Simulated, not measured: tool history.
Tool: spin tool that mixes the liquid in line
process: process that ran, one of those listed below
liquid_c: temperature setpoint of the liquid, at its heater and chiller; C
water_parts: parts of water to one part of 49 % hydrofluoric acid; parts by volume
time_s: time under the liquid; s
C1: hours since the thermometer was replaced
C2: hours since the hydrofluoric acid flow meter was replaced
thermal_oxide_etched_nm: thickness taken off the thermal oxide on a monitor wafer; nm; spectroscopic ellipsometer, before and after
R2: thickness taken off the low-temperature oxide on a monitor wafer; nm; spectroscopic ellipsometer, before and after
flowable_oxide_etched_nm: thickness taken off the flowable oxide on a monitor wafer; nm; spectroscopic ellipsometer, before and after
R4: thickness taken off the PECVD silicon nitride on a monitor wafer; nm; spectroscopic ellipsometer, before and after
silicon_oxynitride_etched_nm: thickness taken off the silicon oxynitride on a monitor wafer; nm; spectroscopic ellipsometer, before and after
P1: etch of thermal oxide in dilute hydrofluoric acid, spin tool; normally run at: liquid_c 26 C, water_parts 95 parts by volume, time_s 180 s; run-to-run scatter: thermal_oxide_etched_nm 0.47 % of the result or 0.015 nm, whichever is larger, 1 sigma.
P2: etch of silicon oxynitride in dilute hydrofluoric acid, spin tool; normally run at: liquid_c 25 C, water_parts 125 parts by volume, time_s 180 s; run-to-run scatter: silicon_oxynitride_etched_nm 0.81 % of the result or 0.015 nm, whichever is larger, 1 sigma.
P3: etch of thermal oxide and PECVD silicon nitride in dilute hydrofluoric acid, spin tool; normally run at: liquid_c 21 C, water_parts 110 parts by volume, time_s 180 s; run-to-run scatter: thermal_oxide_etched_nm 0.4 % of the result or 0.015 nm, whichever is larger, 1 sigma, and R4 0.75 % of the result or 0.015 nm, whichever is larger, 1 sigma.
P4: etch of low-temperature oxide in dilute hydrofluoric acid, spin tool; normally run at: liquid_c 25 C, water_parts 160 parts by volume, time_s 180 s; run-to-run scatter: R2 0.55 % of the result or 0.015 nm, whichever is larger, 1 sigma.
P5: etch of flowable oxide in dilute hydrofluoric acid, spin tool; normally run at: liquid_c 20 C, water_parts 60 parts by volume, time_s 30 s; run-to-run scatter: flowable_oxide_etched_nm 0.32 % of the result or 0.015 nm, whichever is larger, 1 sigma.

{"run": 1, "hour": 4.2, "process": "P1", "liquid_c": 26, "water_parts": 95, "time_s": 180, "C1": 1102.3, "C2": 726.6, "thermal_oxide_etched_nm": 9.1603}
{"run": 2, "hour": 9.4, "process": "P4", "liquid_c": 25, "water_parts": 160, "time_s": 180, "C1": 1107.5, "C2": 731.8, "R2": 11.934}
{"run": 3, "hour": 15.1, "process": "P5", "liquid_c": 20, "water_parts": 100, "time_s": 30, "C1": 1113.2, "C2": 737.5, "flowable_oxide_etched_nm": 11.516}
{"run": 4, "hour": 18.9, "process": "P1", "liquid_c": 32, "water_parts": 95, "time_s": 180, "C1": 1117, "C2": 741.3, "thermal_oxide_etched_nm": 11.459}
{"run": 5, "hour": 23.0, "process": "P3", "liquid_c": 21, "water_parts": 110, "time_s": 65, "C1": 1121.1, "C2": 745.4, "thermal_oxide_etched_nm": 2.5837, "R4": 1.1296}
{"run": 6, "hour": 27.9, "process": "P2", "liquid_c": 25, "water_parts": 125, "time_s": 180, "C1": 1126, "C2": 750.3, "silicon_oxynitride_etched_nm": 2.6158}
{"run": 7, "hour": 31.8, "process": "P1", "liquid_c": 20.5, "water_parts": 95, "time_s": 325, "C1": 1129.9, "C2": 754.2, "thermal_oxide_etched_nm": 13.225}
{"run": 8, "hour": 36.6, "process": "P4", "liquid_c": 25, "water_parts": 160, "time_s": 15, "C1": 1134.7, "C2": 759, "R2": 0.99635}
{"run": 9, "hour": 42.3, "process": "P1", "liquid_c": 26, "water_parts": 95, "time_s": 90, "C1": 1140.4, "C2": 764.7, "thermal_oxide_etched_nm": 4.6073}
{"run": 10, "hour": 47.6, "process": "P2", "liquid_c": 25, "water_parts": 125, "time_s": 180, "C1": 1145.7, "C2": 770, "silicon_oxynitride_etched_nm": 2.5803}
{"run": 11, "hour": 50.2, "process": "P1", "liquid_c": 33.5, "water_parts": 95, "time_s": 70, "C1": 1148.3, "C2": 772.6, "thermal_oxide_etched_nm": 4.6944}
{"run": 12, "hour": 54.0, "process": "P5", "liquid_c": 20, "water_parts": 60, "time_s": 30, "C1": 1152.1, "C2": 776.4, "flowable_oxide_etched_nm": 20.115}
{"run": 13, "hour": 58.4, "process": "P3", "liquid_c": 17, "water_parts": 110, "time_s": 180, "C1": 1156.5, "C2": 780.8, "thermal_oxide_etched_nm": 6.0239, "R4": 2.4658}
{"run": 14, "hour": 61.5, "process": "P5", "liquid_c": 17, "water_parts": 60, "time_s": 30, "C1": 1159.6, "C2": 783.9, "flowable_oxide_etched_nm": 17.741}
{"run": 15, "hour": 65.4, "process": "P1", "liquid_c": 26, "water_parts": 30, "time_s": 180, "C1": 1163.5, "C2": 787.8, "thermal_oxide_etched_nm": 31.678}
{"run": 16, "hour": 68.0, "process": "P1", "liquid_c": 26, "water_parts": 95, "time_s": 180, "C1": 1166.1, "C2": 790.4, "thermal_oxide_etched_nm": 9.217}
{"run": 17, "hour": 71.3, "process": "P1", "liquid_c": 26, "water_parts": 95, "time_s": 290, "C1": 1169.4, "C2": 793.7, "thermal_oxide_etched_nm": 14.576}
{"run": 18, "hour": 76.5, "process": "P4", "liquid_c": 18.5, "water_parts": 160, "time_s": 180, "C1": 1174.6, "C2": 798.9, "R2": 9.2922}
{"run": 19, "hour": 79.5, "process": "P3", "liquid_c": 21, "water_parts": 55, "time_s": 180, "C1": 1177.6, "C2": 801.9, "thermal_oxide_etched_nm": 15.065, "R4": 6.2792}
{"run": 20, "hour": 83.0, "process": "P2", "liquid_c": 25, "water_parts": 125, "time_s": 295, "C1": 1181.1, "C2": 805.4, "silicon_oxynitride_etched_nm": 4.1944}
{"run": 21, "hour": 87.0, "process": "P1", "liquid_c": 26, "water_parts": 95, "time_s": 180, "C1": 1185.1, "C2": 809.4, "thermal_oxide_etched_nm": 9.1637}
{"run": 22, "hour": 92.5, "process": "P5", "liquid_c": 20, "water_parts": 60, "time_s": 60, "C1": 1190.6, "C2": 814.9, "flowable_oxide_etched_nm": 40.268}
{"run": 23, "hour": 95.8, "process": "P1", "liquid_c": 26, "water_parts": 165, "time_s": 180, "C1": 1193.9, "C2": 818.2, "thermal_oxide_etched_nm": 4.792}
{"run": 24, "hour": 101.0, "process": "P2", "liquid_c": 25, "water_parts": 30, "time_s": 180, "C1": 1199.1, "C2": 823.4, "silicon_oxynitride_etched_nm": 11.64}
{"run": 25, "hour": 104.2, "process": "P3", "liquid_c": 21, "water_parts": 110, "time_s": 180, "C1": 1202.3, "C2": 826.6, "thermal_oxide_etched_nm": 7.0156, "R4": 3.1882}
{"run": 26, "hour": 108.9, "process": "P1", "liquid_c": 26, "water_parts": 95, "time_s": 180, "C1": 1207, "C2": 831.3, "thermal_oxide_etched_nm": 9.125}
{"run": 27, "hour": 113.0, "process": "P1", "liquid_c": 21.5, "water_parts": 95, "time_s": 180, "C1": 1211.1, "C2": 835.4, "thermal_oxide_etched_nm": 7.6459}
{"run": 28, "hour": 118.5, "process": "P1", "liquid_c": 26, "water_parts": 95, "time_s": 180, "C1": 1216.6, "C2": 840.9, "thermal_oxide_etched_nm": 9.1442}
{"run": 29, "hour": 124.1, "process": "P2", "liquid_c": 29, "water_parts": 125, "time_s": 180, "C1": 1222.2, "C2": 846.5, "silicon_oxynitride_etched_nm": 3.1195}
{"run": 30, "hour": 127.9, "process": "P4", "liquid_c": 25, "water_parts": 160, "time_s": 180, "C1": 1226, "C2": 850.3, "R2": 11.944}
{"run": 31, "hour": 133.7, "process": "P4", "liquid_c": 25, "water_parts": 225, "time_s": 180, "C1": 1231.8, "C2": 856.1, "R2": 7.9655}
{"run": 32, "hour": 138.2, "process": "P1", "liquid_c": 26, "water_parts": 95, "time_s": 180, "C1": 1236.3, "C2": 860.6, "thermal_oxide_etched_nm": 9.0696}
{"run": 33, "hour": 142.4, "process": "P1", "liquid_c": 26, "water_parts": 95, "time_s": 180, "C1": 1240.5, "C2": 864.8, "thermal_oxide_etched_nm": 8.7672}
{"run": 34, "hour": 147.8, "process": "P1", "liquid_c": 26, "water_parts": 95, "time_s": 180, "C1": 1245.9, "C2": 870.2, "thermal_oxide_etched_nm": 8.6515}
{"run": 35, "hour": 152.3, "process": "P1", "liquid_c": 26, "water_parts": 95, "time_s": 180, "C1": 1250.4, "C2": 874.7, "thermal_oxide_etched_nm": 8.656}
{"run": 36, "hour": 155.7, "process": "P1", "liquid_c": 26, "water_parts": 95, "time_s": 180, "C1": 1253.8, "C2": 878.1, "thermal_oxide_etched_nm": 8.6201}
{"run": 37, "hour": 158.4, "process": "P1", "liquid_c": 26, "water_parts": 95, "time_s": 180, "C1": 1256.5, "C2": 880.8, "thermal_oxide_etched_nm": 8.5513}
{"run": 38, "hour": 163.0, "process": "P1", "liquid_c": 26, "water_parts": 95, "time_s": 180, "C1": 1261.1, "C2": 885.4, "thermal_oxide_etched_nm": 8.5583}
{"run": 39, "hour": 166.9, "process": "P1", "liquid_c": 26, "water_parts": 95, "time_s": 180, "C1": 1265, "C2": 889.3, "thermal_oxide_etched_nm": 8.5871}

What P1 gives has crept away from where it was. These 2 causes fit the log equally well, each at the size given:
A: liquid colder than its thermometer reads (K) = 1.58
B: hydrofluoric acid flow below the setpoint (%) = 5.35
The creep began at about hour 138.2.

4 check runs are offered, each on 2 wafers whose results are averaged, their results left as question marks. Which one tells the causes apart?
{"run": "check 1", "hour": 170.8, "process": "P5", "liquid_c": 20, "water_parts": 95, "time_s": 55, "flowable_oxide_etched_nm": "?"}
{"run": "check 2", "hour": 170.8, "process": "P2", "liquid_c": 28, "water_parts": 125, "time_s": 180, "silicon_oxynitride_etched_nm": "?"}
{"run": "check 3", "hour": 170.8, "process": "P3", "liquid_c": 21, "water_parts": 55, "time_s": 180, "thermal_oxide_etched_nm": "?", "R4": "?"}
{"run": "check 4", "hour": 170.8, "process": "P4", "liquid_c": 19.5, "water_parts": 160, "time_s": 180, "R2": "?"}

What each check would give under each cause:
check=check_1 result=flowable_oxide_etched_nm if_A=20.955 if_B=21.051
check=check_2 result=silicon_oxynitride_etched_nm if_A=2.7488 if_B=2.7759
check=check_3 result=thermal_oxide_etched_nm if_A=14.155 if_B=14.268
check=check_3 result=R4 if_A=5.6033 if_B=5.9244
check=check_4 result=R2 if_A=9.1047 if_B=9.0976
How far apart the two closest causes lie, in the result that separates them most: check 1 0.46 %; check 2 0.98 %; check 3 5.57 %; check 4 0.08 %
Check 3 tells the causes apart: in the others they would give nearly the same result.

Then check 3 was run and gave: thermal_oxide_etched_nm 14.262 nm; R4 5.9083 nm. Which cause is it?

It is B: hydrofluoric acid flow below the setpoint (%).
